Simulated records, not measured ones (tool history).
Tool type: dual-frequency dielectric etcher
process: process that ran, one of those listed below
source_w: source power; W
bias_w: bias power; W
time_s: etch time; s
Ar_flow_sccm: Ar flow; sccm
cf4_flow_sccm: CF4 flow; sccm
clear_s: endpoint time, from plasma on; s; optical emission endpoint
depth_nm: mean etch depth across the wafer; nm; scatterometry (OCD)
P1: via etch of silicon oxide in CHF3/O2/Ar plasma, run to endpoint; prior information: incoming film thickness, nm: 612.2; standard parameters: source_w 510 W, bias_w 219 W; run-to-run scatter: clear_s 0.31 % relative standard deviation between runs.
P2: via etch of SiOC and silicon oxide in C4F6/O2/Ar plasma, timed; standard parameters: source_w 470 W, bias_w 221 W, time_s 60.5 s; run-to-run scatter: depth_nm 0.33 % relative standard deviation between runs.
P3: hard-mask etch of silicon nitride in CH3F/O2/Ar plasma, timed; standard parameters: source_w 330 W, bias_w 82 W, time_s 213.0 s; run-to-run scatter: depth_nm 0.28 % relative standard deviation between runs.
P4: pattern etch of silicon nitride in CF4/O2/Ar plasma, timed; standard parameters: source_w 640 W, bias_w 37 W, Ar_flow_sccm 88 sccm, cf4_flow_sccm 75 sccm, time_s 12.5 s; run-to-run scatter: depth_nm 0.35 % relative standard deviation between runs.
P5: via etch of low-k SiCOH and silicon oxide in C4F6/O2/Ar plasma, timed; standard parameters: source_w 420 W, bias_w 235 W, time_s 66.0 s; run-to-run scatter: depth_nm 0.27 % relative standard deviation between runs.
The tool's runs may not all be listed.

run	day	process	source_w	bias_w	time_s	Ar_flow_sccm	cf4_flow_sccm	hours since the last wet clean	hours since the last source power generator calibration	hours since the last bias power generator calibration	clear_s	depth_nm
1	0.604	P1	510	219				59.8	1892.8	1354.8	309.11	
2	1.042	P5	290	235	66.0			70.3	1903.3	1365.3		177.740
3	1.692	P1	510	219				85.9	1918.9	1380.9	310.39	
4	2.233	P2	470	221	60.5			98.9	1931.9	1393.9		78.639
5	2.858	P1	510	270				113.9	1946.9	1408.9	286.74	
6	3.408	P4	640	37	12.5	88	75	127.1	1960.1	1422.1		25.781
7	3.846	P3	330	82	213.0			137.6	1970.6	1432.6		146.890
8	4.221	P4	640	37	12.5	88	58	146.6	1979.6	1441.6		24.714
9	4.796	P4	640	27	12.5	88	75	160.4	1993.4	1455.4		23.494
10	5.129	P2	470	264	60.5			168.4	2001.4	1463.4		82.757
11	5.462	P1	330	157				176.4	2009.4	1471.4	411.52	
12	6.004	P4	640	37	17.5	88	75	189.4	2022.4	1484.4		36.258
# day 6.538: wet clean of the chamber
13	6.550	P4	890	37	12.5	88	75	0.4	2035.5	1497.5		34.491
14	7.167	P1	510	219				15.2	2050.3	1512.3	309.64	
15	7.529	P3	330	82	137.5			23.9	2059.0	1521.0		95.053
16	7.938	P1	400	219				33.7	2068.8	1530.8	340.89	
17	8.562	P2	470	221	33.5			48.7	2083.8	1545.8		42.973
18	8.892	P4	640	37	12.5	116	75	56.6	2091.7	1553.7		24.801
19	9.546	P1	610	219				72.3	2107.4	1569.4	289.00	
20	9.896	P3	330	105	213.0			80.7	2115.8	1577.8		161.010
21	10.438	P5	420	144	66.0			93.7	2128.8	1590.8		175.390
22	10.950	P2	270	221	60.5			106.0	2141.1	1603.1		63.346
23	11.571	P5	420	235	66.0			120.9	2156.0	1618.0		204.650
24	12.262	P3	440	82	213.0			137.5	2172.6	1634.6		163.740
25	12.742	P3	330	82	213.0			149.0	2184.1	1646.1		147.460
26	13.242	P5	420	235	99.5			161.0	2196.1	1658.1		309.040
27	13.842	P1	510	219				175.4	2210.5	1672.5	311.05	
28	14.525	P1	510	219				191.8	2226.9	1688.9	309.83	
29	15.167	P1	510	165				207.2	2242.3	1704.3	341.30	
30	15.833	P5	420	235	66.0			223.2	2258.3	1720.3		204.870
31	16.375	P2	470	221	60.5			236.2	2271.3	1733.3		78.781
32	16.862	P1	510	219				247.9	2283.0	1745.0	311.33	
33	17.208	P1	510	219				256.2	2291.3	1753.3	307.32	
34	17.883	P1	510	219				272.4	2307.5	1769.5	305.69	
35	18.350	P1	510	219				283.6	2318.7	1780.7	306.24	
36	18.979	P1	510	219				298.7	2333.8	1795.8	305.73	
# day 19.050: wet clean of the chamber
37	19.462	P1	510	219				10.0	2345.4	1807.4	305.24	
38	19.925	P1	510	219				21.1	2356.5	1818.5	307.71	

P1 has crept away from where it was. The log is fitted equally well by each of these 2 causes, at the sizes shown:
A: source power that arrives over what is set, % = 4.16
B: bias power that arrives over what is set, % = 4.44
The creep began at about day 16.862.
All other causes, with the reason each is excluded:
chamber walls in a state that raises the etch rate, %: serviced after onset, at day 19.050, with no recovery of the prior output

Of the 4 check runs below, each run on 2 wafers with the results averaged and each result still a question mark, which one would tell the listed causes apart?
check 1	20.388	P5	420	145	84.5							?
check 2	20.388	P3	440	82	213.0							?
check 3	20.388	P2	290	221	60.5							?
check 4	20.388	P4	640	31	12.5	88	63					?

If the cause were each of the candidates in turn, the checks would give the following:
check	result	if A	if B
check 1	depth_nm	228.840	228.150
check 2	depth_nm	166.710	166.700
check 3	depth_nm	66.012	65.974
check 4	depth_nm	24.534	24.027
Distance between the nearest two causes, measured in the result of the check that separates them most: check 1 0.3 %; check 2 0.01 %; check 3 0.06 %; check 4 2.09 %
Only in check 4 would the causes give clearly different results; in the remaining checks their results would be nearly the same.

Check 4 has now been run. It gave: depth_nm 23.987 nm. Which of the candidate causes is it?

It was cause B: bias power that arrives over what is set, %.

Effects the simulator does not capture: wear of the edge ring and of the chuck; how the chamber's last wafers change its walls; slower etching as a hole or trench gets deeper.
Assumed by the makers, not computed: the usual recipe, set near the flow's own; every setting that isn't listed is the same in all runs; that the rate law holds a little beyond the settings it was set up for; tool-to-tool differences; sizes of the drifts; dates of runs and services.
